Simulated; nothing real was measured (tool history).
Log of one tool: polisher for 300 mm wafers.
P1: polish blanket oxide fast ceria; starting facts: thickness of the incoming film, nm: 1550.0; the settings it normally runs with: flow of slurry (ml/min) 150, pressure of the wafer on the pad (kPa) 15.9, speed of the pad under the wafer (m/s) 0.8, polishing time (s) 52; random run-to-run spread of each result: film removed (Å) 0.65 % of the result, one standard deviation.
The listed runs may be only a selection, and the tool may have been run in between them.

run   hour  flow of slurry (ml/min)  pressure of the wafer on the pad (kPa)  speed of the pad under the wafer (m/s)  polishing time (s)  wafers polished on this pad  hours since the slurry nozzle was cleaned  hours since the head pressure was calibrated  film removed (Å)
  1    8.6                      150                                    15.9                                     0.8                  52                          680                                      253.6                                         501.4              4778
  2   16.7                      150                                    15.9                                     0.8                  52                          767                                      261.7                                         509.5            4751.4
  3   25.8                      220                                    15.9                                     0.8                  52                          864                                      270.8                                         518.6            5027.2
  4   31.9                      150                                    15.9                                    1.26                  52                          930                                      276.9                                         524.7            7449.9
  5   38.7                       90                                    15.9                                     0.8                  52                         1002                                      283.7                                         531.5              4231
  6   45.3                      150                                    15.9                                     0.8                  74                         1073                                      290.3                                         538.1            6779.8
  7   54.1                      150                                      20                                     0.8                  34                         1167                                      299.1                                         546.9            3895.3
  8   61.4                      150                                    11.7                                     0.8                  52                         1246                                      306.4                                         554.2            3539.5
  9   65.8                      150                                    24.1                                     0.8                  52                         1293                                      310.8                                         558.6            7142.5
 10   71.9                      150                                    15.9                                     0.8                  52                         1358                                      316.9                                         564.7            4785.3
 11   79.6                      150                                    15.9                                     0.8                  52                         1440                                      324.6                                         572.4            4705.2
 12   86.4                      150                                    15.9                                     0.8                  52                         1513                                      331.4                                         579.2            4778.6
 13   90.7                      150                                    15.9                                     0.8                  32                         1559                                      335.7                                         583.5            2922.1
 14   95.3                      150                                    15.9                                    0.42                  52                         1609                                      340.3                                         588.1            2494.2
 15  100.2                      150                                    15.9                                     0.8                  52                         1661                                      345.2                                           593            4747.9
 16  106.5                      150                                    15.9                                     0.8                  52                         1729                                      351.5                                         599.3            4560.2
 17  110.9                      150                                    15.9                                     0.8                  52                         1776                                      355.9                                         603.7              4479
 18  116.1                      150                                    15.9                                     0.8                  52                         1831                                      361.1                                         608.9            4384.1
     118.9  -- worn pad replaced by a new one
 19  124.9                      150                                    15.9                                     0.8                  52                           65                                      369.9                                         617.7            4338.2
 20  131.1                      150                                    15.9                                     0.8                  52                          131                                      376.1                                         623.9            4327.1
 21  137.5                      150                                    15.9                                     0.8                  52                          200                                      382.5                                         630.3              4263

The output of P1 has drifted from where it used to be. Each of the 2 causes below, taken at the size shown beside it, accounts for the log equally well:
A: slurry flow missing at the pad, % = 37.1
B: head's pressure below its setpoint, % = 9.42
The drift started at roughly hour 100.2.
Each remaining cause and why it is not a fit:
removal rate lost through wear of the pad, %: serviced at hour 118.9, which brought nothing back

Each of the 4 check runs below uses one wafer; its results are left as question marks. Which run tells the causes apart?
check 1  143.9                       90                                    15.9                                    0.52                  52                                                                                                                                       ?
check 2  143.9                      150                                    20.7                                     0.8                  33                                                                                                                                       ?
check 3  143.9                      150                                    20.7                                    1.02                  52                                                                                                                                       ?
check 4  143.9                      150                                    15.9                                    1.22                  72                                                                                                                                       ?

How each check would come out, cause by cause:
  check            result    if A    if B
check 1  film removed (Å)  2367.8    2502
check 2  film removed (Å)  3562.1  3562.2
check 3  film removed (Å)  7156.6  7156.7
check 4  film removed (Å)  9086.6  9086.8
Per-check spread between the two closest causes, in the result where they differ most: check 1 5.52 %; check 2 0 %; check 3 0 %; check 4 0 %
Only in check 1 would the causes give clearly different results; in the remaining checks their results would be nearly the same.

Here is what check 1 returned: film removed (Å) 2518.3. Which cause is it?

It was cause B: head's pressure below its setpoint, %.
